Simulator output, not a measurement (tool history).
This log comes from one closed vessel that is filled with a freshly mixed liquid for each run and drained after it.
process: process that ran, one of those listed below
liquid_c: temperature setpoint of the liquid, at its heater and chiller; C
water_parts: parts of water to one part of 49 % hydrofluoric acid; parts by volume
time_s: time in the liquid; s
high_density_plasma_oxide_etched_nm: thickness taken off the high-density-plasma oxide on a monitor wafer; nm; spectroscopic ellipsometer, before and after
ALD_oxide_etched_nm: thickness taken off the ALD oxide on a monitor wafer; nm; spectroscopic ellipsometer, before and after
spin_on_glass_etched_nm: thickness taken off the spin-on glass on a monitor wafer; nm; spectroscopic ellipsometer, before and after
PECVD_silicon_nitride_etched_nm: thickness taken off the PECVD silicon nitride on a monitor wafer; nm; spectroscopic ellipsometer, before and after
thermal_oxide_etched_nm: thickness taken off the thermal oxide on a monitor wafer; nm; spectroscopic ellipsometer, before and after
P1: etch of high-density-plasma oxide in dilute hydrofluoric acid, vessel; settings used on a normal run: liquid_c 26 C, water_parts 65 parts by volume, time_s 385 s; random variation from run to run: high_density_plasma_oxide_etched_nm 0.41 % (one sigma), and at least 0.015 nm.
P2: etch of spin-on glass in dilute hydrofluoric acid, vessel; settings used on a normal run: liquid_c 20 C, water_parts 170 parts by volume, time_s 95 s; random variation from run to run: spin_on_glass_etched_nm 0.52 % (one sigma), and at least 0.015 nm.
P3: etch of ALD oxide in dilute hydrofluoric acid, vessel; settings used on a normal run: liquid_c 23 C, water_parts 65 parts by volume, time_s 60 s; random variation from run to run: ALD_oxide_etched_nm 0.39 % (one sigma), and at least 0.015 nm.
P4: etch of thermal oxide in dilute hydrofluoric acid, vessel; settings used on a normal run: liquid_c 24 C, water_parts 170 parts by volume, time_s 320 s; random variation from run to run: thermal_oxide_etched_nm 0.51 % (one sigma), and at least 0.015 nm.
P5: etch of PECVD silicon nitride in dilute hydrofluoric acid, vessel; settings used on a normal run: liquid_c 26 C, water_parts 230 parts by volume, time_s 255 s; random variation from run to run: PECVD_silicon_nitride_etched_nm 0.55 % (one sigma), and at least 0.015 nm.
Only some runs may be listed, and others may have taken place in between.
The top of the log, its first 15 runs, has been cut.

run,day,process,liquid_c,water_parts,time_s,high_density_plasma_oxide_etched_nm,ALD_oxide_etched_nm,spin_on_glass_etched_nm,PECVD_silicon_nitride_etched_nm,thermal_oxide_etched_nm
16,3.338,P1,26,90,120,8.7138,,,,
17,3.617,P2,20,170,95,,,12.248,,
18,3.758,P1,26,25,385,109.55,,,,
19,3.946,P2,20,105,95,,,21.332,,
20,4.242,P2,20,170,145,,,18.963,,
21,4.542,P1,26,65,740,76.575,,,,
22,4.692,P3,31.5,65,60,,12.666,,,
23,4.979,P1,26,65,145,15.121,,,,
24,5.246,P1,26,65,385,39.845,,,,
25,5.508,P4,24,170,560,,,,,14.024
26,5.7,P5,20,230,255,,,,3.4489,
27,5.979,P1,26,110,385,21.982,,,,
28,6.175,P1,34,110,385,29.82,,,,
29,6.388,P4,31,170,320,,,,,10.326
30,6.683,P1,26,65,385,39.703,,,,
31,6.871,P1,26,65,385,39.987,,,,
32,7.067,P4,24,170,320,,,,,7.9628
33,7.296,P1,26,65,385,39.777,,,,
34,7.5,P1,26,65,385,38.841,,,,
35,7.808,P1,26,65,385,37.982,,,,
36,8.083,P1,26,65,385,37.865,,,,
37,8.362,P1,26,65,385,37.544,,,,
38,8.571,P1,26,65,385,37.41,,,,
39,8.821,P1,26,65,385,37.515,,,,

Forecast run 40:
40,9.029,P1,26,65,385,?,,,,

high_density_plasma_oxide_etched_nm: 37.443 nm
